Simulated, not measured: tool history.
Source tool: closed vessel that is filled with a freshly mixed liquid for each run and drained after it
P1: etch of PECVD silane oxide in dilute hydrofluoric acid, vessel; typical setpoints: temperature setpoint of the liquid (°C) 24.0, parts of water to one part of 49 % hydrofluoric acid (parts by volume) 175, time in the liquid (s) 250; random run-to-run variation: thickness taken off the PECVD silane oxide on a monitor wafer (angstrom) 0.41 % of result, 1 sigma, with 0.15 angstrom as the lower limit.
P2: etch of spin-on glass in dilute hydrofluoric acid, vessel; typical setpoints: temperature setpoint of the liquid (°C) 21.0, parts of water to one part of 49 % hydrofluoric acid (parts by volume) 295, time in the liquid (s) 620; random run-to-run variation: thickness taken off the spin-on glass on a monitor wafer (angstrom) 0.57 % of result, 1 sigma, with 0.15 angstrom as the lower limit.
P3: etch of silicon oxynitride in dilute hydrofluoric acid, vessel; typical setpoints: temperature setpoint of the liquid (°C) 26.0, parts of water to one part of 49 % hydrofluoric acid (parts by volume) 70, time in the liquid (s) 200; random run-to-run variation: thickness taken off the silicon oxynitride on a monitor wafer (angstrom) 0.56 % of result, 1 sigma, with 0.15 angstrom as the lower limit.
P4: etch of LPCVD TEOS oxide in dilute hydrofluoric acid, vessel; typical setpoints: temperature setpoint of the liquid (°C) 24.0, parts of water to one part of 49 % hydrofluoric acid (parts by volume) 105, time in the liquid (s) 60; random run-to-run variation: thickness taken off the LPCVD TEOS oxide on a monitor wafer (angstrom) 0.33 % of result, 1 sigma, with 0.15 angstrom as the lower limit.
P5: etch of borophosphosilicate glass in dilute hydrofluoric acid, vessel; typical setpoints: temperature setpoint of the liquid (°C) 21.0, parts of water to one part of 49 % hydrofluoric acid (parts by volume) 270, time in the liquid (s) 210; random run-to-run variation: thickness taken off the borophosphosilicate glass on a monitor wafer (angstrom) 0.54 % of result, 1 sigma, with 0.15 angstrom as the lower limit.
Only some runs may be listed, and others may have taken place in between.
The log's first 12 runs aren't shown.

run   hour  process that ran  temperature setpoint of the liquid (°C)  parts of water to one part of 49 % hydrofluoric acid (parts by volume)  time in the liquid (s)  hours since the thermometer was replaced  hours since the hydrofluoric acid flow meter was replaced  thickness taken off the PECVD silane oxide on a monitor wafer (angstrom)  thickness taken off the spin-on glass on a monitor wafer (angstrom)  thickness taken off the LPCVD TEOS oxide on a monitor wafer (angstrom)  thickness taken off the borophosphosilicate glass on a monitor wafer (angstrom)  thickness taken off the silicon oxynitride on a monitor wafer (angstrom)
 13  139.8                P2                                     21.0                                                                     295                     620                                     678.9                                                      324.7                                                                                                                                         452.81
 14  146.2                P3                                     18.5                                                                      70                     200                                     685.3                                                      331.1                                                                                                                                                                                                                                                                                                                                                                            108.33
 15  156.2                P1                                     24.0                                                                     175                     250                                     695.3                                                      341.1                                                                   211.720
 16  169.8                P4                                     24.0                                                                     105                      90                                     708.9                                                      354.7                                                                                                                                                                                                                 312.41
 17  182.7                P1                                     30.5                                                                     280                     250                                     721.8                                                      367.6                                                                   147.570
 18  194.6                P5                                     17.0                                                                     270                     210                                     733.7                                                      379.5                                                                                                                                                                                                                                                                                                 128.030
 19  205.8                P3                                     26.0                                                                      70                     330                                     744.9                                                      390.7                                                                                                                                                                                                                                                                                                                                                                            260.93
 20  217.4                P3                                     26.0                                                                     105                     200                                     756.5                                                      402.3                                                                                                                                                                                                                                                                                                                                                                            101.59
 21  226.4                P5                                     21.0                                                                     375                     210                                     765.5                                                      411.3                                                                                                                                                                                                                                                                                                  97.804
 22  238.7                P1                                     30.5                                                                     175                     250                                     777.8                                                      423.6                                                                   267.570
 23  245.5                P5                                     21.0                                                                     270                     210                                     784.6                                                      430.4                                                                                                                                                                                                                                                                                                 150.100
 24  257.7                P1                                     24.0                                                                      80                     250                                     796.8                                                      442.6                                                                   516.180
 25  269.1                P1                                     24.0                                                                     175                     460                                     808.2                                                      454.0                                                                   388.570
 26  281.0                P1                                     24.0                                                                     300                     250                                     820.1                                                      465.9                                                                   108.060

Run 27, settings as shown, results not yet in. Your forecast:
 27  294.1                P1                                     24.0                                                                     115                     440                                     833.2                                                      479.0                                                                         ?

{"run 27": {"thickness taken off the PECVD silane oxide on a monitor wafer (angstrom)": 611.13}}

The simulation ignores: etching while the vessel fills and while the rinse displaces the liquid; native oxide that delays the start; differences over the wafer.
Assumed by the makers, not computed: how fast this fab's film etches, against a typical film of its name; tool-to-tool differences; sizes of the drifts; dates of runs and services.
